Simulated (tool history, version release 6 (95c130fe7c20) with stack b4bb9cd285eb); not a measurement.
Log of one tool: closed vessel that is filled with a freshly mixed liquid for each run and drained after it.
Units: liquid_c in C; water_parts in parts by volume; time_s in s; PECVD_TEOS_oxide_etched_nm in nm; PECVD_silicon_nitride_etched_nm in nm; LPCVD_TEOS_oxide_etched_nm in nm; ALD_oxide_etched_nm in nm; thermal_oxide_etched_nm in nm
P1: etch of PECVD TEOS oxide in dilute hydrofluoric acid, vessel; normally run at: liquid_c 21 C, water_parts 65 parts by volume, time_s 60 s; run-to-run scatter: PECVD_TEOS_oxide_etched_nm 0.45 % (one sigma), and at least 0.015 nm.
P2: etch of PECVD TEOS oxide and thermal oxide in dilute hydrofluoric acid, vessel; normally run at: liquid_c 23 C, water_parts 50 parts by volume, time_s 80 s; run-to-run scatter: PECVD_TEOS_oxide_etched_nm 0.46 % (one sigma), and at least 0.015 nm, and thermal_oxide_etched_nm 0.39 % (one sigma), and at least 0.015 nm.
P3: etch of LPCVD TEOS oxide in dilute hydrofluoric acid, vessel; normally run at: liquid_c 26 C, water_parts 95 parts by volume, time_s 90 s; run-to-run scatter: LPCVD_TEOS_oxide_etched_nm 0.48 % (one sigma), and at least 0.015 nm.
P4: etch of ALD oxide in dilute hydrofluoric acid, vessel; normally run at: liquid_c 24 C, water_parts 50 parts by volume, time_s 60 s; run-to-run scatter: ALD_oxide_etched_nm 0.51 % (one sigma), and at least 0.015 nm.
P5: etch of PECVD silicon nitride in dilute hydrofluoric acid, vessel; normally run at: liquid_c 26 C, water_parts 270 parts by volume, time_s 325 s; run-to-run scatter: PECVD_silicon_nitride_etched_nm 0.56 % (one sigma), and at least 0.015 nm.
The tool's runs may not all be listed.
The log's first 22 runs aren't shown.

run	hour	process	liquid_c	water_parts	time_s	PECVD_TEOS_oxide_etched_nm	PECVD_silicon_nitride_etched_nm	LPCVD_TEOS_oxide_etched_nm	ALD_oxide_etched_nm	thermal_oxide_etched_nm
23	203.1	P1	21	110	60	6.7282				
24	212.7	P1	21	65	60	11.909				
25	218.5	P1	21	65	60	11.887				
26	230.1	P5	26	385	325		5.1287			
27	241.2	P3	26	95	30			19.17		
28	252.2	P2	17	50	80	36.22				5.9466
29	261.2	P5	18	270	325		4.3442			
30	271.5	P1	21	65	30	5.967				
31	281.9	P2	23	50	140	81.321				13.46
32	287.8	P1	21	65	60	11.969				
33	296.9	P1	21	65	60	11.593				

Forecast run 34:
34	308.6	P1	21	65	60	?				

{"run 34": {"PECVD_TEOS_oxide_etched_nm": 11.391}}
